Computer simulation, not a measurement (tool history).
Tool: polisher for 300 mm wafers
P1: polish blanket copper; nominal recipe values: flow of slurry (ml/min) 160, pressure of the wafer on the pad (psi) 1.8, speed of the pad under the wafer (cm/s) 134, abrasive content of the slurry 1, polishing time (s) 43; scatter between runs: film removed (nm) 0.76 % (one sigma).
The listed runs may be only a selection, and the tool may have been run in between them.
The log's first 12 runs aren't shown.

run  hour  flow of slurry (ml/min)  pressure of the wafer on the pad (psi)  speed of the pad under the wafer (cm/s)  abrasive content of the slurry  polishing time (s)  wafers polished on this pad  hours since the slurry nozzle was cleaned  hours since the head pressure was calibrated  hours since the slurry blender was calibrated  film removed (nm)
 13  44.1                      160                                     1.8                                      134                               1                  43                          277                                        182                                         390.2                                           32.3             114.75
 14  48.2                       95                                     1.8                                      134                               1                  43                          337                                      186.1                                         394.3                                           36.4             104.86
 15  50.1                      160                                     1.8                                       88                               1                  43                          366                                        188                                         396.2                                           38.3             75.835
 16    53                      160                                     1.8                                      134                               1                  23                          408                                      190.9                                         399.1                                           41.2             62.005
 17  56.2                      160                                     1.8                                      134                             0.6                  43                          456                                      194.1                                         402.3                                           44.4             103.72
 18  58.8                      245                                     1.8                                      134                               1                  43                          494                                      196.7                                         404.9                                             47             121.51
 19  62.8                      160                                     1.8                                      134                               1                  43                          554                                      200.7                                         408.9                                             51             115.63
 20  66.2                      160                                     1.8                                      134                               1                  43                          604                                      204.1                                         412.3                                           54.4             114.22
 21  68.9                      160                                     1.8                                      134                               1                  43                          644                                      206.8                                           415                                           57.1             110.97
 22  71.5                      160                                     1.8                                      134                               1                  43                          682                                      209.4                                         417.6                                           59.7             109.28
 23  75.5                      160                                     1.8                                      134                               1                  43                          742                                      213.4                                         421.6                                           63.7             108.35
 24  79.9                      160                                     1.8                                      134                               1                  43                          807                                      217.8                                           426                                           68.1             108.55
     81.7  -- slurry blender recalibrated
 25  84.2                      160                                     1.8                                      134                               1                  43                          870                                      222.1                                         430.3                                            2.5             107.27
 26  87.8                      160                                     1.8                                      134                               1                  43                          924                                      225.7                                         433.9                                            6.1             106.32
     89.5  -- worn pad replaced by a new one
 27  90.7                      160                                     1.8                                      134                               1                  43                           18                                      228.6                                         436.8                                              9             105.07
 28  94.5                      160                                     1.8                                      134                               1                  43                           74                                      232.4                                         440.6                                           12.8             105.36
 29  97.4                      160                                     1.8                                      134                               1                  43                          117                                      235.3                                         443.5                                           15.7             106.52

Expected results for the next run?
 30   100                      160                                     1.8                                      134                               1                  43                          156                                      237.9                                         446.1                                           18.3                  ?

For run 30 the tool returned film removed (nm) 106.46.

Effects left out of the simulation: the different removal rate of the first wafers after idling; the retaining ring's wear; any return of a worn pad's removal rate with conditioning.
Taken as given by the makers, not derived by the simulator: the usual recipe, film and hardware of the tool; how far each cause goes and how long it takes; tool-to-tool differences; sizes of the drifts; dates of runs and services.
